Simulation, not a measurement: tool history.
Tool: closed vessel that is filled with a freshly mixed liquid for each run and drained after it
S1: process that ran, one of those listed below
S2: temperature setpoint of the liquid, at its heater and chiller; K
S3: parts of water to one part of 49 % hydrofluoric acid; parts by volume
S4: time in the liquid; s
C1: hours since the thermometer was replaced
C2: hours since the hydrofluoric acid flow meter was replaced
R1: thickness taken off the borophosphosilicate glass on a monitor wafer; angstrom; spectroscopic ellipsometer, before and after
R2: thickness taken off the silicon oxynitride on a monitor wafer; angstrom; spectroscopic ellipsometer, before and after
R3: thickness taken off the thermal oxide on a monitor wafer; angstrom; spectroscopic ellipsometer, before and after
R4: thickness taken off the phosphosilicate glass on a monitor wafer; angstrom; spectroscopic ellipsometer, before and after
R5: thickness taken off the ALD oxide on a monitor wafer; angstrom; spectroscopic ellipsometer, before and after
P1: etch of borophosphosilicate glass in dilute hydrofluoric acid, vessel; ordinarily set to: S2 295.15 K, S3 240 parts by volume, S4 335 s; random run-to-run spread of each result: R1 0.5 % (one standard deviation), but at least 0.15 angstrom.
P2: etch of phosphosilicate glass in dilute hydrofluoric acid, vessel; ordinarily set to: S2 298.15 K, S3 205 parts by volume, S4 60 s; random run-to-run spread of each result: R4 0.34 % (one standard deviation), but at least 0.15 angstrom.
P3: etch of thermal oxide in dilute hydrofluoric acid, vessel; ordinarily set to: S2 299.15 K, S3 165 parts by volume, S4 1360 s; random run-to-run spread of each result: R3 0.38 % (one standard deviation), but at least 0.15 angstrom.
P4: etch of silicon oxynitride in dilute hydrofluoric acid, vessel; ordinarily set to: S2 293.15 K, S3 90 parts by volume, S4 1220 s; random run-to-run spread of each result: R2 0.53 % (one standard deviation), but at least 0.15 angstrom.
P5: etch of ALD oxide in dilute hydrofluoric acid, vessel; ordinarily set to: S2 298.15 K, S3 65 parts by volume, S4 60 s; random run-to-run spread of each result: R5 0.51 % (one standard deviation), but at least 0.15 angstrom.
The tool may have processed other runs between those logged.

run 1 hour=5.5 | S1=P1 S2=295.15 S3=240 S4=335 | C1=1243.1 C2=197.3 | R1=533.65
run 2 hour=8.9 | S1=P4 S2=293.15 S3=90 S4=1220 | C1=1246.5 C2=200.7 | R2=194.21
run 3 hour=13.0 | S1=P1 S2=295.15 S3=95 S4=335 | C1=1250.6 C2=204.8 | R1=1580.00
run 4 hour=18.4 | S1=P3 S2=306.65 S3=165 S4=1360 | C1=1256.0 C2=210.2 | R3=538.30
run 5 hour=22.4 | S1=P1 S2=295.15 S3=240 S4=335 | C1=1260.0 C2=214.2 | R1=529.72
run 6 hour=27.8 | S1=P1 S2=295.15 S3=240 S4=130 | C1=1265.4 C2=219.6 | R1=207.49
-- hour=29.0 hydrofluoric acid flow meter replaced
run 7 hour=32.9 | S1=P1 S2=295.15 S3=240 S4=335 | C1=1270.5 C2=3.9 | R1=534.09
run 8 hour=36.6 | S1=P1 S2=295.15 S3=240 S4=335 | C1=1274.2 C2=7.6 | R1=532.94
run 9 hour=40.0 | S1=P2 S2=290.15 S3=205 S4=60 | C1=1277.6 C2=11.0 | R4=241.28
run 10 hour=43.9 | S1=P1 S2=290.15 S3=240 S4=105 | C1=1281.5 C2=14.9 | R1=138.30
run 11 hour=47.6 | S1=P2 S2=298.15 S3=205 S4=60 | C1=1285.2 C2=18.6 | R4=330.45
run 12 hour=53.1 | S1=P1 S2=295.15 S3=240 S4=635 | C1=1290.7 C2=24.1 | R1=1015.90
run 13 hour=58.3 | S1=P3 S2=299.15 S3=90 S4=1360 | C1=1295.9 C2=29.3 | R3=834.57
run 14 hour=63.1 | S1=P1 S2=295.15 S3=240 S4=335 | C1=1300.7 C2=34.1 | R1=530.72
run 15 hour=66.5 | S1=P5 S2=305.15 S3=65 S4=60 | C1=1304.1 C2=37.5 | R5=184.680
run 16 hour=71.4 | S1=P3 S2=299.15 S3=165 S4=1360 | C1=1309.0 C2=42.4 | R3=413.59
run 17 hour=74.2 | S1=P1 S2=290.15 S3=240 S4=335 | C1=1311.8 C2=45.2 | R1=445.12
run 18 hour=78.1 | S1=P3 S2=299.15 S3=165 S4=1360 | C1=1315.7 C2=49.1 | R3=411.42
run 19 hour=81.8 | S1=P2 S2=298.15 S3=300 S4=60 | C1=1319.4 C2=52.8 | R4=203.68
run 20 hour=86.4 | S1=P4 S2=290.15 S3=90 S4=1220 | C1=1324.0 C2=57.4 | R2=167.74
run 21 hour=92.1 | S1=P4 S2=293.15 S3=90 S4=2125 | C1=1329.7 C2=63.1 | R2=338.94
run 22 hour=97.8 | S1=P2 S2=298.15 S3=205 S4=30 | C1=1335.4 C2=68.8 | R4=164.43
run 23 hour=102.1 | S1=P1 S2=295.15 S3=365 S4=335 | C1=1339.7 C2=73.1 | R1=315.67
run 24 hour=106.5 | S1=P5 S2=298.15 S3=65 S4=30 | C1=1344.1 C2=77.5 | R5=70.088
run 25 hour=110.7 | S1=P1 S2=295.15 S3=240 S4=335 | C1=1348.3 C2=81.7 | R1=531.55
run 26 hour=114.2 | S1=P4 S2=293.15 S3=155 S4=1220 | C1=1351.8 C2=85.2 | R2=107.56
run 27 hour=119.4 | S1=P5 S2=298.15 S3=105 S4=60 | C1=1357.0 C2=90.4 | R5=81.598
run 28 hour=124.7 | S1=P1 S2=303.15 S3=240 S4=335 | C1=1362.3 C2=95.7 | R1=703.17
run 29 hour=130.1 | S1=P3 S2=299.15 S3=165 S4=2400 | C1=1367.7 C2=101.1 | R3=724.21
run 30 hour=132.8 | S1=P1 S2=299.15 S3=240 S4=195 | C1=1370.4 C2=103.8 | R1=360.05
run 31 hour=136.7 | S1=P4 S2=293.15 S3=90 S4=1220 | C1=1374.3 C2=107.7 | R2=191.97
run 32 hour=139.8 | S1=P5 S2=298.15 S3=65 S4=60 | C1=1377.4 C2=110.8 | R5=139.320
run 33 hour=142.7 | S1=P1 S2=295.15 S3=240 S4=335 | C1=1380.3 C2=113.7 | R1=532.15
run 34 hour=147.5 | S1=P1 S2=295.15 S3=240 S4=335 | C1=1385.1 C2=118.5 | R1=545.30
run 35 hour=151.4 | S1=P1 S2=295.15 S3=240 S4=335 | C1=1389.0 C2=122.4 | R1=557.59
run 36 hour=156.1 | S1=P1 S2=295.15 S3=240 S4=335 | C1=1393.7 C2=127.1 | R1=554.49
run 37 hour=160.8 | S1=P1 S2=295.15 S3=240 S4=335 | C1=1398.4 C2=131.8 | R1=564.98
run 38 hour=166.6 | S1=P1 S2=295.15 S3=240 S4=335 | C1=1404.2 C2=137.6 | R1=566.78
run 39 hour=169.7 | S1=P1 S2=295.15 S3=240 S4=335 | C1=1407.3 C2=140.7 | R1=570.80
run 40 hour=174.8 | S1=P1 S2=295.15 S3=240 S4=335 | C1=1412.4 C2=145.8 | R1=569.38
run 41 hour=180.3 | S1=P1 S2=295.15 S3=240 S4=335 | C1=1417.9 C2=151.3 | R1=572.11

What does the tool deliver on the next run?
run 42 hour=184.0 | S1=P1 S2=295.15 S3=240 S4=335 | C1=1421.6 C2=155.0 | R1=?

Logged for run 42: R1 569.35 angstrom.
